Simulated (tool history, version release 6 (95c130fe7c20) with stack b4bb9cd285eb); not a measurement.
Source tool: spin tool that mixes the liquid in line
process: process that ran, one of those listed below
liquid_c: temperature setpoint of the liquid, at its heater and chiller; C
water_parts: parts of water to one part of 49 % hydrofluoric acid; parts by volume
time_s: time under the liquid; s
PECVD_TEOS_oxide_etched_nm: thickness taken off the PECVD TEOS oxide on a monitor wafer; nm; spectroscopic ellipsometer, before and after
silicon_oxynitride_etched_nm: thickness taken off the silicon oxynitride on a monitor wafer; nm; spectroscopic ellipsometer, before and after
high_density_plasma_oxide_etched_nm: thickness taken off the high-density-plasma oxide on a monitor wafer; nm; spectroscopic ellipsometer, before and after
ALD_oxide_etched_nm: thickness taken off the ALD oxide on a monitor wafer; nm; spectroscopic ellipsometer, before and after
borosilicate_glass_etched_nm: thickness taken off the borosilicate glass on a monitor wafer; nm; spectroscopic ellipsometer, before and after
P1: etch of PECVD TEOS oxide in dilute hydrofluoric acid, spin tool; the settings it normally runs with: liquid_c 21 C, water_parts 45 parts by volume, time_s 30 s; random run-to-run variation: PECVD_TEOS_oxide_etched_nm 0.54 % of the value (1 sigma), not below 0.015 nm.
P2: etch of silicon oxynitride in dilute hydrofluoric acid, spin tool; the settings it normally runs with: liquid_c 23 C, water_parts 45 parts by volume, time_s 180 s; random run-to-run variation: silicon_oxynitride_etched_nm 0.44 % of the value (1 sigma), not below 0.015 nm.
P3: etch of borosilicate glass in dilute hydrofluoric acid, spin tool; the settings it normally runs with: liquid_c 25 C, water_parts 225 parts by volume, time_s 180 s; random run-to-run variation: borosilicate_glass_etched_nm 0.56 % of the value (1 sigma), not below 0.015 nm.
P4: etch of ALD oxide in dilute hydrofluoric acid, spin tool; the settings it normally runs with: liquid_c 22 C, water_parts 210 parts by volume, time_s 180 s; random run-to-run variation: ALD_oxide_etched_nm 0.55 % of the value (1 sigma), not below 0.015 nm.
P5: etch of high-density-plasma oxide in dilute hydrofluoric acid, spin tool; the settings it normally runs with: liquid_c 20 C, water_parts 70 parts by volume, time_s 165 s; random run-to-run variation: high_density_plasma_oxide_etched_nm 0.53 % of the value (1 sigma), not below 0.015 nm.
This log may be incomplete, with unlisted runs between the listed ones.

run   hour  process  liquid_c  water_parts  time_s  PECVD_TEOS_oxide_etched_nm  silicon_oxynitride_etched_nm  high_density_plasma_oxide_etched_nm  ALD_oxide_etched_nm  borosilicate_glass_etched_nm
  1      7       P1        21           45      30                       7.065
  2   17.2       P2        23           45     180                                                    11.085
  3   23.4       P1        21           45      60                      14.264
  4   30.5       P1        21           45      30                      7.1442
  5   36.8       P1        21           20      15                      8.3396
  6   48.6       P1        21           45      30                      7.2225
  7   59.8       P2        23           45      35                                                    2.1451
  8   66.8       P1        21           65      30                      4.8427
  9   78.2       P5        20          125     165                                                                                         12.572
 10   90.9       P1        21           45      30                      7.1544
 11  100.7       P1        17           45      30                      6.1002
 12  110.6       P2        23           45     180                                                     11.05
 13  120.6       P4        22          210     180                                                                                                              8.0618
 14  131.1       P3        25          395     180                                                                                                                                            6.4795
 15  143.5       P3        25          225      30                                                                                                                                            2.2254
 16  153.5       P3        25          225     180                                                                                                                                            13.396
 17  161.7       P1      26.5           45      30                      8.9507
 18  175.4       P1        21           45      30                      7.1478
 19  186.2       P3        25          225     180                                                                                                                                            13.365
 20  194.1       P2        19           45     180                                                    9.0562
 21  200.6       P5        20           70     165                                                                                         23.902
 22    211       P2        23           75     180                                                    6.5401
 23  220.4       P5        17           70     165                                                                                         21.162
 24  233.7       P4        29          210     180                                                                                                              10.235
 25  242.4       P1        21           45      15                      3.5625
 26  253.1       P4        22          210     180                                                                                                               8.053
 27  264.5       P4        22          210     360                                                                                                              16.002
 28  275.8       P5        20           70     165                                                                                          24.29
 29    282       P1        21           20      30                      16.519
 30  291.2       P5        20           70     310                                                                                         44.842
 31    305       P4        22           50     180                                                                                                              40.716
 32  314.7       P3      28.5          225     180                                                                                                                                            15.266
 33  324.2       P1        21           45      30                      7.0774
 34  335.1       P1        21           45      30                      7.3732
 35  345.8       P1        21           45      30                       7.619
 36  357.9       P1        21           45      30                      7.7414
 37  366.5       P1        21           45      30                      7.7775
 38  375.5       P1        21           45      30                      7.8382
 39  381.8       P1        21           45      30                      7.7709
 40  392.4       P1        21           45      30                      7.8084
 41  401.6       P1        21           45      30                      7.8511

Something has made what P1 gives creep away from where it was; the 2 causes below, each at its own stated size, fit the log equally well:
A: hydrofluoric acid flow above the setpoint (%) = 9.05
B: liquid hotter than its thermometer reads (K) = 2.18
The onset of the drift is placed at about hour 324.2.

The check runs listed below each take one wafer, and their results are still question marks. Under which run would the listed causes lead to clearly different results?
check 1  410.8       P4        22           60     350                                                                                                                   ?
check 2  410.8       P2        23           65      40                                                         ?
check 3  410.8       P5        17           70     305                                                                                              ?
check 4  410.8       P3      28.5          390     180                                                                                                                                                 ?

If the cause were each of the candidates in turn, the checks would give the following:
  check                               result    if A    if B
check 1                  ALD_oxide_etched_nm  70.729  70.503
check 2         silicon_oxynitride_etched_nm  1.8384  1.8648
check 3  high_density_plasma_oxide_etched_nm  42.866  42.857
check 4         borosilicate_glass_etched_nm  8.2954  7.8736
Smallest distance between any two causes, each pair judged by its most separating result, in per cent: check 1 0.32 %; check 2 1.43 %; check 3 0.02 %; check 4 5.22 %
Only check 4 tells the causes apart: in the others they would give nearly the same result.

Running check 4 produced the following: borosilicate_glass_etched_nm 7.8339 nm. Which one of the listed causes fits?

It is B: liquid hotter than its thermometer reads (K).

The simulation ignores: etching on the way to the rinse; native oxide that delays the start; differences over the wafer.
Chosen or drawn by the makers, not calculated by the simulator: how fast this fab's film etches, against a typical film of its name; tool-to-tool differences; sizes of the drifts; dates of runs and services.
